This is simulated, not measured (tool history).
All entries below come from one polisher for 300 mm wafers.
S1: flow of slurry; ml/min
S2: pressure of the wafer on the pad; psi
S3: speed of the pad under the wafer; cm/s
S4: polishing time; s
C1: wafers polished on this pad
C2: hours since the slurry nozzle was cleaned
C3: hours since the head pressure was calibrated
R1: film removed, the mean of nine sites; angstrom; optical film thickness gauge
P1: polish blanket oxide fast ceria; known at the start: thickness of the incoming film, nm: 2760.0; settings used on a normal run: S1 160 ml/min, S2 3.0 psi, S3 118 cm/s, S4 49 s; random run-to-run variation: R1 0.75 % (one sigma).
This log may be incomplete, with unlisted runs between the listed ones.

run 1 hour=8.1 | S1=160 S2=3.0 S3=118 S4=49 | C1=520 C2=328.3 C3=264.2 | R1=11225.0
run 2 hour=13.3 | S1=160 S2=3.0 S3=62 S4=49 | C1=581 C2=333.5 C3=269.4 | R1=5930.8
run 3 hour=18.9 | S1=160 S2=3.0 S3=118 S4=73 | C1=646 C2=339.1 C3=275.0 | R1=16980.0
run 4 hour=24.9 | S1=160 S2=3.0 S3=118 S4=49 | C1=715 C2=345.1 C3=281.0 | R1=11299.0
run 5 hour=31.9 | S1=160 S2=3.0 S3=184 S4=22 | C1=796 C2=352.1 C3=288.0 | R1=7919.0
run 6 hour=36.9 | S1=205 S2=3.0 S3=118 S4=49 | C1=854 C2=357.1 C3=293.0 | R1=11871.0
run 7 hour=43.2 | S1=160 S2=3.0 S3=118 S4=49 | C1=927 C2=363.4 C3=299.3 | R1=11384.0
run 8 hour=50.6 | S1=160 S2=3.0 S3=118 S4=22 | C1=1013 C2=370.8 C3=306.7 | R1=5050.2
run 9 hour=57.6 | S1=160 S2=3.0 S3=118 S4=49 | C1=1094 C2=377.8 C3=313.7 | R1=11401.0
run 10 hour=65.3 | S1=160 S2=3.0 S3=118 S4=49 | C1=1184 C2=385.5 C3=321.4 | R1=11404.0
run 11 hour=72.9 | S1=240 S2=3.0 S3=118 S4=33 | C1=1272 C2=393.1 C3=329.0 | R1=8119.4
run 12 hour=77.6 | S1=160 S2=3.0 S3=160 S4=49 | C1=1326 C2=397.8 C3=333.7 | R1=15302.0
run 13 hour=83.8 | S1=160 S2=3.0 S3=118 S4=49 | C1=1398 C2=404.0 C3=339.9 | R1=11187.0
run 14 hour=90.5 | S1=160 S2=4.2 S3=118 S4=49 | C1=1476 C2=410.7 C3=346.6 | R1=15722.0
run 15 hour=97.0 | S1=240 S2=3.0 S3=180 S4=49 | C1=1551 C2=417.2 C3=353.1 | R1=18378.0
run 16 hour=105.9 | S1=160 S2=1.5 S3=118 S4=49 | C1=1654 C2=426.1 C3=362.0 | R1=5646.5
run 17 hour=111.4 | S1=100 S2=3.0 S3=118 S4=49 | C1=1718 C2=431.6 C3=367.5 | R1=10400.0
run 18 hour=118.0 | S1=160 S2=3.0 S3=118 S4=49 | C1=1794 C2=438.2 C3=374.1 | R1=11308.0
run 19 hour=124.3 | S1=160 S2=3.0 S3=118 S4=49 | C1=1867 C2=444.5 C3=380.4 | R1=10934.0
run 20 hour=132.4 | S1=160 S2=3.0 S3=118 S4=49 | C1=1961 C2=452.6 C3=388.5 | R1=10696.0
-- hour=133.3 head pressure recalibrated
run 21 hour=140.5 | S1=160 S2=3.0 S3=118 S4=49 | C1=2055 C2=460.7 C3=7.2 | R1=10585.0

Estimate the outcome of run 22 from the log above:
run 22 hour=144.9 | S1=160 S2=3.0 S3=118 S4=49 | C1=2106 C2=465.1 C3=11.6 | R1=?

R1: 10379.0 angstrom

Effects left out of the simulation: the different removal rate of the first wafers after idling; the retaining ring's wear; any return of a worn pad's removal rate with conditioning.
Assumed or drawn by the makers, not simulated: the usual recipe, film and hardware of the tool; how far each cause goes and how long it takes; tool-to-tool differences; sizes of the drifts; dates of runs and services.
